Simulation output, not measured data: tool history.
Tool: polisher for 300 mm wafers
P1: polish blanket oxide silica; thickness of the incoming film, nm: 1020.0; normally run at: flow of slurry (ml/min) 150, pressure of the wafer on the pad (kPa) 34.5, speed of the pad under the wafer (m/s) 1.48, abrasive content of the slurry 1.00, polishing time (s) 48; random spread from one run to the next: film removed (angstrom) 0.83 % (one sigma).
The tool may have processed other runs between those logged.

| run | day | flow of slurry (ml/min) | pressure of the wafer on the pad (kPa) | speed of the pad under the wafer (m/s) | abrasive content of the slurry | polishing time (s) | film removed (angstrom) |
|---|---|---|---|---|---|---|---|
| 1 | 0.362 | 150 | 34.5 | 1.48 | 1.00 | 48 | 2347.6 |
| 2 | 0.771 | 150 | 34.5 | 1.48 | 1.00 | 62 | 3081.2 |
| 3 | 1.179 | 150 | 34.5 | 1.48 | 0.75 | 48 | 2057.9 |
| 4 | 1.538 | 150 | 34.5 | 1.48 | 1.00 | 48 | 2354.7 |
| 5 | 1.804 | 150 | 24.1 | 1.88 | 1.00 | 48 | 1997.7 |
| 6 | 2.079 | 150 | 34.5 | 1.48 | 1.00 | 28 | 1375.1 |
| 7 | 2.433 | 185 | 34.5 | 1.48 | 1.00 | 66 | 3399.7 |
| 8 | 2.783 | 150 | 34.5 | 1.48 | 1.00 | 48 | 2365.3 |
| 9 | 3.150 | 150 | 52.4 | 1.48 | 1.00 | 48 | 3621.8 |
|  | 3.283 | conditioning disc replaced and pad reconditioned |
| 10 | 3.408 | 90 | 34.5 | 1.48 | 1.00 | 48 | 2095.0 |
| 11 | 3.833 | 150 | 34.5 | 1.48 | 1.00 | 48 | 2367.0 |
| 12 | 4.033 | 150 | 34.5 | 1.48 | 1.35 | 48 | 2674.3 |
| 13 | 4.267 | 195 | 34.5 | 1.48 | 1.00 | 48 | 2443.3 |
| 14 | 4.633 | 150 | 34.5 | 0.72 | 1.00 | 48 | 1321.8 |
| 15 | 5.067 | 150 | 22.8 | 2.24 | 1.00 | 48 | 2191.0 |
| 16 | 5.292 | 150 | 34.5 | 1.48 | 1.00 | 48 | 2364.2 |
| 17 | 5.571 | 150 | 34.5 | 2.10 | 1.00 | 48 | 3154.9 |
| 18 | 5.758 | 150 | 15.2 | 1.48 | 1.00 | 48 | 1038.0 |
| 19 | 6.146 | 150 | 34.5 | 1.48 | 1.00 | 48 | 2347.7 |
| 20 | 6.471 | 150 | 34.5 | 1.48 | 1.00 | 48 | 2369.3 |
| 21 | 6.846 | 150 | 34.5 | 1.48 | 1.00 | 48 | 2277.5 |
| 22 | 7.204 | 150 | 34.5 | 1.48 | 1.00 | 48 | 2210.3 |
|  | 7.446 | conditioning disc replaced and pad reconditioned |
| 23 | 7.546 | 150 | 34.5 | 1.48 | 1.00 | 48 | 2174.6 |
|  | 7.717 | worn pad replaced by a new one |
|  | 7.767 | slurry blender recalibrated |
| 24 | 7.900 | 150 | 34.5 | 1.48 | 1.00 | 48 | 2198.0 |
| 25 | 8.267 | 150 | 34.5 | 1.48 | 1.00 | 48 | 2165.5 |
| 26 | 8.596 | 150 | 34.5 | 1.48 | 1.00 | 48 | 2174.7 |
| 27 | 8.988 | 150 | 34.5 | 1.48 | 1.00 | 48 | 2194.7 |

The log shows P1 creeping away from where it was. Any of the 2 causes listed here, at the size stated for it, fits the log just as well as the others:
A: slurry flow missing at the pad, % = 33.7
B: head's pressure below its setpoint, % = 8.34
The onset of the drift is placed at about day 6.471.
Ruled out, with reasons:
removal rate lost through wear of the pad, %: work on it at day 7.717, done after the drift set in, did not restore what the process gave before
abrasive missing from the slurry, %: work on it at day 7.767, done after the drift set in, did not restore what the process gave before
time polished since the conditioner stopped cutting, s: work on it at day 7.446, done after the drift set in, did not restore what the process gave before

Below are 4 check runs, each averaged over 2 wafers, with their results shown as question marks. Which of them would give clearly different results depending on which cause is behind the drift?
| check 1 | 9.379 | 150 | 49.0 | 1.48 | 1.00 | 48 | ? |
| check 2 | 9.379 | 90 | 34.5 | 1.48 | 1.00 | 48 | ? |
| check 3 | 9.379 | 150 | 25.5 | 1.10 | 1.00 | 48 | ? |
| check 4 | 9.379 | 150 | 42.7 | 1.48 | 1.00 | 48 | ? |

What each check would give under each cause:
| check | result | if A | if B |
|---|---|---|---|
| check 1 | film removed (angstrom) | 3073.2 | 3073.1 |
| check 2 | film removed (angstrom) | 1840.1 | 1932.0 |
| check 3 | film removed (angstrom) | 1263.1 | 1263.1 |
| check 4 | film removed (angstrom) | 2683.6 | 2683.6 |
Distance between the nearest two causes, measured in the result of the check that separates them most: check 1 0 %; check 2 4.87 %; check 3 0 %; check 4 0 %
Only in check 2 would the causes give clearly different results; in the remaining checks their results would be nearly the same.

Running check 2 produced the following: film removed (angstrom) 1945.8. Which one of the listed causes fits?

It was cause B: head's pressure below its setpoint, %.
